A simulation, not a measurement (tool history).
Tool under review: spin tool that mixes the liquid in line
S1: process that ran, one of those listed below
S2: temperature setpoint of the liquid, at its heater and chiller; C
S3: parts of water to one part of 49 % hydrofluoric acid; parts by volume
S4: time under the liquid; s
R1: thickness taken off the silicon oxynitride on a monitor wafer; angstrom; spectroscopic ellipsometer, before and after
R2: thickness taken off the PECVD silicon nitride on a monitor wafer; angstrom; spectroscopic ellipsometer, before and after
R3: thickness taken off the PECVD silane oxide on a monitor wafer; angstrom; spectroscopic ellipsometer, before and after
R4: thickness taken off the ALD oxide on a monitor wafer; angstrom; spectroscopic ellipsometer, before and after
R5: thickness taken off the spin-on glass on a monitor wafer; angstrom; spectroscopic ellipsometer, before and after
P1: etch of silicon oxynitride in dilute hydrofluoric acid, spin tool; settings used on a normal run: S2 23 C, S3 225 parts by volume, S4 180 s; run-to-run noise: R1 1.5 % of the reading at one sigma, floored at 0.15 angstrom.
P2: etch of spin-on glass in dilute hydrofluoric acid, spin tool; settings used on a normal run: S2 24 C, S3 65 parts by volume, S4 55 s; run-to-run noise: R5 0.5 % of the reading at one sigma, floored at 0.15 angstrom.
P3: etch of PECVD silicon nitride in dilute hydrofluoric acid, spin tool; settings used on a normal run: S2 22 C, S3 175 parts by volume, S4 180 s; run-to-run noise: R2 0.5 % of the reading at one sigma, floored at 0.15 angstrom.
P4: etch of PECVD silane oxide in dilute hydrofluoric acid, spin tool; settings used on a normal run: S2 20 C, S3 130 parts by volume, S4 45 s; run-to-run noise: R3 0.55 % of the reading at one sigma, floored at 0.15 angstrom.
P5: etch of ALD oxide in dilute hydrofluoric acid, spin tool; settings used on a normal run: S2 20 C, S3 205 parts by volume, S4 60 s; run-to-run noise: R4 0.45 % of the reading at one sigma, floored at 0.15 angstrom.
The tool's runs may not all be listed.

run 1 hour=13.2 | S1=P1 S2=23 S3=225 S4=180 | R1=14.859
run 2 hour=24.3 | S1=P1 S2=23 S3=225 S4=180 | R1=14.754
run 3 hour=36.4 | S1=P1 S2=23 S3=325 S4=180 | R1=9.7339
run 4 hour=49.8 | S1=P3 S2=22 S3=175 S4=180 | R2=51.46
run 5 hour=61.7 | S1=P4 S2=20 S3=130 S4=45 | R3=62.824
run 6 hour=77.2 | S1=P1 S2=23 S3=135 S4=180 | R1=26.69
run 7 hour=85.6 | S1=P1 S2=17 S3=225 S4=180 | R1=11.208
run 8 hour=100 | S1=P1 S2=30.5 S3=225 S4=70 | R1=7.9984
run 9 hour=112 | S1=P1 S2=23 S3=225 S4=40 | R1=3.3524
run 10 hour=119.4 | S1=P3 S2=22 S3=25 S4=180 | R2=342.06
run 11 hour=129.3 | S1=P1 S2=23 S3=225 S4=265 | R1=22.302
run 12 hour=138.8 | S1=P3 S2=22 S3=175 S4=330 | R2=95.12
run 13 hour=153.1 | S1=P1 S2=23 S3=225 S4=180 | R1=14.877
run 14 hour=167.3 | S1=P5 S2=20 S3=205 S4=20 | R4=19.808
run 15 hour=181.6 | S1=P4 S2=20 S3=130 S4=45 | R3=62.312
run 16 hour=197.9 | S1=P4 S2=20 S3=210 S4=45 | R3=35.273
run 17 hour=210.9 | S1=P4 S2=20 S3=130 S4=65 | R3=90.26
run 18 hour=224.9 | S1=P5 S2=20 S3=110 S4=60 | R4=121.28
run 19 hour=234 | S1=P2 S2=24 S3=65 S4=55 | R5=316.77

Run 20 has not been measured yet. What should we expect?
run 20 hour=245.5 | S1=P3 S2=22 S3=175 S4=180 | R2=?

{"run 20": {"R2": 51.357}}

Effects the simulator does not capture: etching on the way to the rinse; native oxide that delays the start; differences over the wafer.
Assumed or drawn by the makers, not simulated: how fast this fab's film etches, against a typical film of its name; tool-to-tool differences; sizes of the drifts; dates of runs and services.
